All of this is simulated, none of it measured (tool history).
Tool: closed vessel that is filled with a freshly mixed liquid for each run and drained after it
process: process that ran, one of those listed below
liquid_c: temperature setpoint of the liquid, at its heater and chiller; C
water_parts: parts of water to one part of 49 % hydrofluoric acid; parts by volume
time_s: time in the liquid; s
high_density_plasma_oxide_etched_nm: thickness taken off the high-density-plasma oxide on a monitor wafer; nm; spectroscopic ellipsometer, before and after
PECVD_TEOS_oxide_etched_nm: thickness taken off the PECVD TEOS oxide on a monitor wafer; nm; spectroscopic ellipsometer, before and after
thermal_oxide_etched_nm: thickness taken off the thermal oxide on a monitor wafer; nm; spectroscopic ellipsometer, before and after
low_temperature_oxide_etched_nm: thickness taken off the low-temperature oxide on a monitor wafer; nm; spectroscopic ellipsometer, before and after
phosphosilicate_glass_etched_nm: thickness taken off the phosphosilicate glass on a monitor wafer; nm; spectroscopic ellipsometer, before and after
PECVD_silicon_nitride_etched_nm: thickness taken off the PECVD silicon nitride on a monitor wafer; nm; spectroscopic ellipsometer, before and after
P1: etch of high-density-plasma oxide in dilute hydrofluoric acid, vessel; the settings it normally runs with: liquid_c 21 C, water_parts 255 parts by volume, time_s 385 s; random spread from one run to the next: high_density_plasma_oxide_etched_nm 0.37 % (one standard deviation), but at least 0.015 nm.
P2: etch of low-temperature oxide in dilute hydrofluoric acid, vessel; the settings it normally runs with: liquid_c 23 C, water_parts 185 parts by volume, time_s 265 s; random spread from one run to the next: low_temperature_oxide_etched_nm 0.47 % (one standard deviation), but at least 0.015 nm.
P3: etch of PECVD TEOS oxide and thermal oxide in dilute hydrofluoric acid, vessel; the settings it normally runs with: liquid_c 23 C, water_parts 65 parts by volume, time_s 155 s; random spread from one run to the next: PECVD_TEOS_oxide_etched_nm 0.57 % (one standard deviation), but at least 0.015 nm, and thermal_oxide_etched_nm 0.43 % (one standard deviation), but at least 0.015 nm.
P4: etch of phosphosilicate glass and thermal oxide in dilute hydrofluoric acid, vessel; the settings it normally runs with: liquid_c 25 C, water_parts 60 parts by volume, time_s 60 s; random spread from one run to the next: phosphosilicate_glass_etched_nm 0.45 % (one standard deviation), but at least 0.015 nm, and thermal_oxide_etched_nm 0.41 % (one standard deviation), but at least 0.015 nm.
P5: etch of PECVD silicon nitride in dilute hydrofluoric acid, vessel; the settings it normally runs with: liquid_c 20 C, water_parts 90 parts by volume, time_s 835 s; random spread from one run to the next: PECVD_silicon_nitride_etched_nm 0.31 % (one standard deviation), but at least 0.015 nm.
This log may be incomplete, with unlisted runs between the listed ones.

| run | hour | process | liquid_c | water_parts | time_s | hours since the thermometer was replaced | hours since the hydrofluoric acid flow meter was replaced | high_density_plasma_oxide_etched_nm | PECVD_TEOS_oxide_etched_nm | thermal_oxide_etched_nm | low_temperature_oxide_etched_nm | phosphosilicate_glass_etched_nm | PECVD_silicon_nitride_etched_nm |
|---|---|---|---|---|---|---|---|---|---|---|---|---|---|
| 1 | 15.3 | P1 | 21 | 255 | 385 | 596.3 | 273.7 | 7.2996 |  |  |  |  |  |
| 2 | 28.3 | P1 | 21 | 255 | 75 | 609.3 | 286.7 | 1.4266 |  |  |  |  |  |
| 3 | 38.5 | P1 | 17 | 255 | 385 | 619.5 | 296.9 | 6.2562 |  |  |  |  |  |
| 4 | 53.5 | P1 | 21 | 255 | 385 | 634.5 | 311.9 | 7.2611 |  |  |  |  |  |
| 5 | 65 | P3 | 30 | 65 | 155 | 646 | 323.4 |  | 26.829 | 14.785 |  |  |  |
| 6 | 76.3 | P1 | 17.5 | 255 | 170 | 657.3 | 334.7 | 2.8129 |  |  |  |  |  |
| 7 | 88.1 | P2 | 23 | 335 | 265 | 669.1 | 346.5 |  |  |  | 7.397 |  |  |
| 8 | 102.8 | P4 | 25 | 60 | 60 | 683.8 | 361.2 |  |  | 5.0723 |  | 84.889 |  |
| 9 | 115.2 | P2 | 23 | 185 | 265 | 696.2 | 373.6 |  |  |  | 15.61 |  |  |
| 10 | 124.6 | P2 | 17.5 | 185 | 265 | 705.6 | 383 |  |  |  | 12.68 |  |  |
| 11 | 135.6 | P1 | 28 | 255 | 385 | 716.6 | 394 | 9.4525 |  |  |  |  |  |
| 12 | 150.1 | P1 | 21 | 255 | 385 | 731.1 | 408.5 | 7.291 |  |  |  |  |  |
| 13 | 164.4 | P4 | 25 | 60 | 30 | 745.4 | 422.8 |  |  | 2.5683 |  | 42.356 |  |
| 14 | 179.1 | P3 | 23 | 65 | 155 | 760.1 | 437.5 |  | 20.299 | 11.083 |  |  |  |
| 15 | 190.1 | P3 | 23 | 65 | 155 | 771.1 | 448.5 |  | 20.319 | 11.063 |  |  |  |
| 16 | 204 | P4 | 29.5 | 60 | 60 | 785 | 462.4 |  |  | 6.115 |  | 101.72 |  |
| 17 | 211.9 | P2 | 23 | 185 | 265 | 792.9 | 470.3 |  |  |  | 15.584 |  |  |
| 18 | 223.3 | P4 | 25 | 60 | 60 | 804.3 | 481.7 |  |  | 5.145 |  | 84.848 |  |
| 19 | 238.9 | P5 | 20 | 90 | 1465 | 819.9 | 497.3 |  |  |  |  |  | 21.577 |
| 20 | 251.4 | P4 | 25 | 105 | 60 | 832.4 | 509.8 |  |  | 2.7385 |  | 46.125 |  |
| 21 | 267 | P5 | 28 | 90 | 835 | 848 | 525.4 |  |  |  |  |  | 20.978 |
| 22 | 278.2 | P1 | 21 | 145 | 160 | 859.2 | 536.6 | 5.9496 |  |  |  |  |  |
| 23 | 291.1 | P3 | 23 | 100 | 155 | 872.1 | 549.5 |  | 12.621 | 6.8731 |  |  |  |
| 24 | 305.1 | P1 | 25.5 | 100 | 385 | 886.1 | 563.5 | 26.238 |  |  |  |  |  |
| 25 | 317.4 | P1 | 21 | 255 | 685 | 898.4 | 575.8 | 12.992 |  |  |  |  |  |
| 26 | 324.5 | P5 | 20 | 90 | 835 | 905.5 | 582.9 |  |  |  |  |  | 12.314 |
| 27 | 334.7 | P3 | 23 | 65 | 75 | 915.7 | 593.1 |  | 9.6989 | 5.3315 |  |  |  |
| 28 | 346.1 | P1 | 21 | 255 | 385 | 927.1 | 604.5 | 7.2601 |  |  |  |  |  |
| 29 | 360.4 | P1 | 21 | 380 | 385 | 941.4 | 618.8 | 4.3788 |  |  |  |  |  |
| 30 | 374.9 | P1 | 21 | 135 | 385 | 955.9 | 633.3 | 15.543 |  |  |  |  |  |
| 31 | 384.5 | P5 | 20 | 140 | 835 | 965.5 | 642.9 |  |  |  |  |  | 7.9897 |
| 32 | 395.2 | P2 | 23 | 185 | 485 | 976.2 | 653.6 |  |  |  | 28.492 |  |  |
| 33 | 409.9 | P1 | 21 | 255 | 385 | 990.9 | 668.3 | 7.2873 |  |  |  |  |  |
| 34 | 423.9 | P1 | 21 | 255 | 385 | 1004.9 | 682.3 | 7.0322 |  |  |  |  |  |

Run 35 comes next. What will it give?
| 35 | 435.9 | P1 | 21 | 255 | 385 | 1016.9 | 694.3 | ? |  |  |  |  |  |

Run 35 measured high_density_plasma_oxide_etched_nm 6.9649 nm.
